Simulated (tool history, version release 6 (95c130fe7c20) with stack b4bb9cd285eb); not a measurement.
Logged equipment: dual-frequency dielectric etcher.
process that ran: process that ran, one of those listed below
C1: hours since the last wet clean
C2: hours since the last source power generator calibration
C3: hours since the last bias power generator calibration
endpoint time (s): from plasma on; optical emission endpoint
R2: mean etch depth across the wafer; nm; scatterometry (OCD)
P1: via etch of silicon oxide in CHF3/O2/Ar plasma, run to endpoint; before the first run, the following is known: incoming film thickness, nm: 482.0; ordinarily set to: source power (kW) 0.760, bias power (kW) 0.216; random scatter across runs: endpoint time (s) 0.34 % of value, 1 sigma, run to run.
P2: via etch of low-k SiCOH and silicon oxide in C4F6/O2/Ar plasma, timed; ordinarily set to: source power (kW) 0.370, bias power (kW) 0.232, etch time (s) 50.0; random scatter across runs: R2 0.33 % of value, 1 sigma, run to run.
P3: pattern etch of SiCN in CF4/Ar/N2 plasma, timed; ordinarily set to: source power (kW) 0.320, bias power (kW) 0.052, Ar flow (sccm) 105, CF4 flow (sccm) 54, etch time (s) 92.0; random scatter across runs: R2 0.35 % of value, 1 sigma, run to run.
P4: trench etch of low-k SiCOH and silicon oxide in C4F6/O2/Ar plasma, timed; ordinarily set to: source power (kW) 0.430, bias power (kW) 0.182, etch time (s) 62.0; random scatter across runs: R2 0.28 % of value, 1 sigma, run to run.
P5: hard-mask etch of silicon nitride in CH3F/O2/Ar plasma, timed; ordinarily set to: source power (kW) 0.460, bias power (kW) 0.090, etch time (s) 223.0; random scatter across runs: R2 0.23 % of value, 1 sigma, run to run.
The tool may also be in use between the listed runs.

run 1 hour=6.0 | process_that_ran=P1 source_power_(kW)=0.760 bias_power_(kW)=0.216 | C1=320.9 C2=2559.5 C3=636.5 | endpoint_time_(s)=207.23
run 2 hour=15.2 | process_that_ran=P5 source_power_(kW)=0.460 bias_power_(kW)=0.070 etch_time_(s)=223.0 | C1=330.1 C2=2568.7 C3=645.7 | R2=160.130
run 3 hour=25.4 | process_that_ran=P1 source_power_(kW)=0.760 bias_power_(kW)=0.127 | C1=340.3 C2=2578.9 C3=655.9 | endpoint_time_(s)=246.13
run 4 hour=33.2 | process_that_ran=P4 source_power_(kW)=0.430 bias_power_(kW)=0.182 etch_time_(s)=81.5 | C1=348.1 C2=2586.7 C3=663.7 | R2=270.180
run 5 hour=42.9 | process_that_ran=P1 source_power_(kW)=0.760 bias_power_(kW)=0.216 | C1=357.8 C2=2596.4 C3=673.4 | endpoint_time_(s)=207.70
run 6 hour=50.8 | process_that_ran=P1 source_power_(kW)=0.760 bias_power_(kW)=0.216 | C1=365.7 C2=2604.3 C3=681.3 | endpoint_time_(s)=207.70
-- hour=51.3 wet clean of the chamber
run 7 hour=59.8 | process_that_ran=P4 source_power_(kW)=0.430 bias_power_(kW)=0.182 etch_time_(s)=62.0 | C1=8.6 C2=2613.3 C3=690.3 | R2=206.540
run 8 hour=66.4 | process_that_ran=P5 source_power_(kW)=0.460 bias_power_(kW)=0.090 etch_time_(s)=322.0 | C1=15.2 C2=2619.9 C3=696.9 | R2=251.310
run 9 hour=75.1 | process_that_ran=P3 source_power_(kW)=0.320 bias_power_(kW)=0.052 etch_time_(s)=71.0 Ar_flow_(sccm)=105 CF4_flow_(sccm)=54 | C1=23.9 C2=2628.6 C3=705.6 | R2=37.968
run 10 hour=82.4 | process_that_ran=P2 source_power_(kW)=0.370 bias_power_(kW)=0.232 etch_time_(s)=50.0 | C1=31.2 C2=2635.9 C3=712.9 | R2=139.040
run 11 hour=90.7 | process_that_ran=P3 source_power_(kW)=0.320 bias_power_(kW)=0.052 etch_time_(s)=92.0 Ar_flow_(sccm)=66 CF4_flow_(sccm)=54 | C1=39.5 C2=2644.2 C3=721.2 | R2=53.152
run 12 hour=99.0 | process_that_ran=P4 source_power_(kW)=0.280 bias_power_(kW)=0.182 etch_time_(s)=62.0 | C1=47.8 C2=2652.5 C3=729.5 | R2=173.960
run 13 hour=105.9 | process_that_ran=P2 source_power_(kW)=0.370 bias_power_(kW)=0.232 etch_time_(s)=50.0 | C1=54.7 C2=2659.4 C3=736.4 | R2=138.730
run 14 hour=114.1 | process_that_ran=P1 source_power_(kW)=0.760 bias_power_(kW)=0.216 | C1=62.9 C2=2667.6 C3=744.6 | endpoint_time_(s)=208.82
run 15 hour=122.7 | process_that_ran=P1 source_power_(kW)=0.760 bias_power_(kW)=0.216 | C1=71.5 C2=2676.2 C3=753.2 | endpoint_time_(s)=208.08
run 16 hour=127.8 | process_that_ran=P2 source_power_(kW)=0.370 bias_power_(kW)=0.184 etch_time_(s)=50.0 | C1=76.6 C2=2681.3 C3=758.3 | R2=128.550
run 17 hour=137.3 | process_that_ran=P1 source_power_(kW)=0.600 bias_power_(kW)=0.216 | C1=86.1 C2=2690.8 C3=767.8 | endpoint_time_(s)=227.32
run 18 hour=146.9 | process_that_ran=P4 source_power_(kW)=0.430 bias_power_(kW)=0.182 etch_time_(s)=62.0 | C1=95.7 C2=2700.4 C3=777.4 | R2=206.090
run 19 hour=154.8 | process_that_ran=P4 source_power_(kW)=0.430 bias_power_(kW)=0.240 etch_time_(s)=62.0 | C1=103.6 C2=2708.3 C3=785.3 | R2=225.310
run 20 hour=162.0 | process_that_ran=P5 source_power_(kW)=0.620 bias_power_(kW)=0.090 etch_time_(s)=223.0 | C1=110.8 C2=2715.5 C3=792.5 | R2=194.920
run 21 hour=172.1 | process_that_ran=P3 source_power_(kW)=0.320 bias_power_(kW)=0.052 etch_time_(s)=92.0 Ar_flow_(sccm)=105 CF4_flow_(sccm)=54 | C1=120.9 C2=2725.6 C3=802.6 | R2=49.500
run 22 hour=177.6 | process_that_ran=P2 source_power_(kW)=0.280 bias_power_(kW)=0.232 etch_time_(s)=50.0 | C1=126.4 C2=2731.1 C3=808.1 | R2=125.600
run 23 hour=186.3 | process_that_ran=P1 source_power_(kW)=0.940 bias_power_(kW)=0.216 | C1=135.1 C2=2739.8 C3=816.8 | endpoint_time_(s)=192.44
run 24 hour=195.1 | process_that_ran=P1 source_power_(kW)=0.500 bias_power_(kW)=0.159 | C1=143.9 C2=2748.6 C3=825.6 | endpoint_time_(s)=269.18
run 25 hour=202.4 | process_that_ran=P3 source_power_(kW)=0.320 bias_power_(kW)=0.065 etch_time_(s)=92.0 Ar_flow_(sccm)=105 CF4_flow_(sccm)=54 | C1=151.2 C2=2755.9 C3=832.9 | R2=53.603
run 26 hour=209.8 | process_that_ran=P5 source_power_(kW)=0.460 bias_power_(kW)=0.090 etch_time_(s)=223.0 | C1=158.6 C2=2763.3 C3=840.3 | R2=174.530
run 27 hour=217.7 | process_that_ran=P1 source_power_(kW)=0.760 bias_power_(kW)=0.277 | C1=166.5 C2=2771.2 C3=848.2 | endpoint_time_(s)=189.59
run 28 hour=224.2 | process_that_ran=P3 source_power_(kW)=0.320 bias_power_(kW)=0.052 etch_time_(s)=92.0 Ar_flow_(sccm)=105 CF4_flow_(sccm)=40 | C1=173.0 C2=2777.7 C3=854.7 | R2=46.746
run 29 hour=232.9 | process_that_ran=P2 source_power_(kW)=0.370 bias_power_(kW)=0.232 etch_time_(s)=75.0 | C1=181.7 C2=2786.4 C3=863.4 | R2=207.650
run 30 hour=243.8 | process_that_ran=P3 source_power_(kW)=0.230 bias_power_(kW)=0.052 etch_time_(s)=92.0 Ar_flow_(sccm)=105 CF4_flow_(sccm)=54 | C1=192.6 C2=2797.3 C3=874.3 | R2=37.051
run 31 hour=250.1 | process_that_ran=P1 source_power_(kW)=0.760 bias_power_(kW)=0.216 | C1=198.9 C2=2803.6 C3=880.6 | endpoint_time_(s)=207.39
run 32 hour=255.6 | process_that_ran=P1 source_power_(kW)=0.760 bias_power_(kW)=0.216 | C1=204.4 C2=2809.1 C3=886.1 | endpoint_time_(s)=207.95
run 33 hour=264.8 | process_that_ran=P1 source_power_(kW)=0.760 bias_power_(kW)=0.216 | C1=213.6 C2=2818.3 C3=895.3 | endpoint_time_(s)=208.57
run 34 hour=275.7 | process_that_ran=P1 source_power_(kW)=0.760 bias_power_(kW)=0.216 | C1=224.5 C2=2829.2 C3=906.2 | endpoint_time_(s)=210.23
run 35 hour=280.8 | process_that_ran=P1 source_power_(kW)=0.760 bias_power_(kW)=0.216 | C1=229.6 C2=2834.3 C3=911.3 | endpoint_time_(s)=210.52
run 36 hour=290.4 | process_that_ran=P1 source_power_(kW)=0.760 bias_power_(kW)=0.216 | C1=239.2 C2=2843.9 C3=920.9 | endpoint_time_(s)=211.47
run 37 hour=297.5 | process_that_ran=P1 source_power_(kW)=0.760 bias_power_(kW)=0.216 | C1=246.3 C2=2851.0 C3=928.0 | endpoint_time_(s)=210.47
-- hour=302.7 wet clean of the chamber
run 38 hour=307.5 | process_that_ran=P1 source_power_(kW)=0.760 bias_power_(kW)=0.216 | C1=4.9 C2=2861.0 C3=938.0 | endpoint_time_(s)=212.22
run 39 hour=313.3 | process_that_ran=P1 source_power_(kW)=0.760 bias_power_(kW)=0.216 | C1=10.7 C2=2866.8 C3=943.8 | endpoint_time_(s)=210.89
run 40 hour=321.4 | process_that_ran=P1 source_power_(kW)=0.760 bias_power_(kW)=0.216 | C1=18.8 C2=2874.9 C3=951.9 | endpoint_time_(s)=211.92

What P1 gives has crept off from where it sat before. The 2 causes that follow fit the log equally well, each at the size noted:
A: bias power that arrives under what is set, % = 4.81
B: source power that arrives under what is set, % = 4.33
The onset of the drift is placed at about hour 250.1.
Excluded causes, each with its reason:
chamber walls in a state that lowers the etch rate, %: was serviced at hour 302.7, once the creep was under way, yet the earlier output never came back

Of the 4 check runs below, each run on 2 wafers with the results averaged and each result still a question mark, which one would tell the listed causes apart?
run check 1 hour=329.5 | process_that_ran=P5 source_power_(kW)=0.590 bias_power_(kW)=0.090 etch_time_(s)=223.0 | R2=?
run check 2 hour=329.5 | process_that_ran=P4 source_power_(kW)=0.310 bias_power_(kW)=0.182 etch_time_(s)=62.0 | R2=?
run check 3 hour=329.5 | process_that_ran=P3 source_power_(kW)=0.320 bias_power_(kW)=0.052 etch_time_(s)=92.0 Ar_flow_(sccm)=105 CF4_flow_(sccm)=45 | R2=?
run check 4 hour=329.5 | process_that_ran=P2 source_power_(kW)=0.290 bias_power_(kW)=0.232 etch_time_(s)=50.0 | R2=?

How each check would come out, cause by cause:
check=check_1 result=R2 if_A=188.450 if_B=188.540
check=check_2 result=R2 if_A=178.340 if_B=178.100
check=check_3 result=R2 if_A=46.950 if_B=45.976
check=check_4 result=R2 if_A=124.870 if_B=124.850
Per-check spread between the two closest causes, in the result where they differ most: check 1 0.05 %; check 2 0.13 %; check 3 2.1 %; check 4 0.02 %
The causes can be told apart only by check 3. The other checks would give nearly the same results under each of them.

Here is what check 3 returned: R2 45.807 nm. Which cause is it?

Of the candidate causes, it is B: source power that arrives under what is set, %.
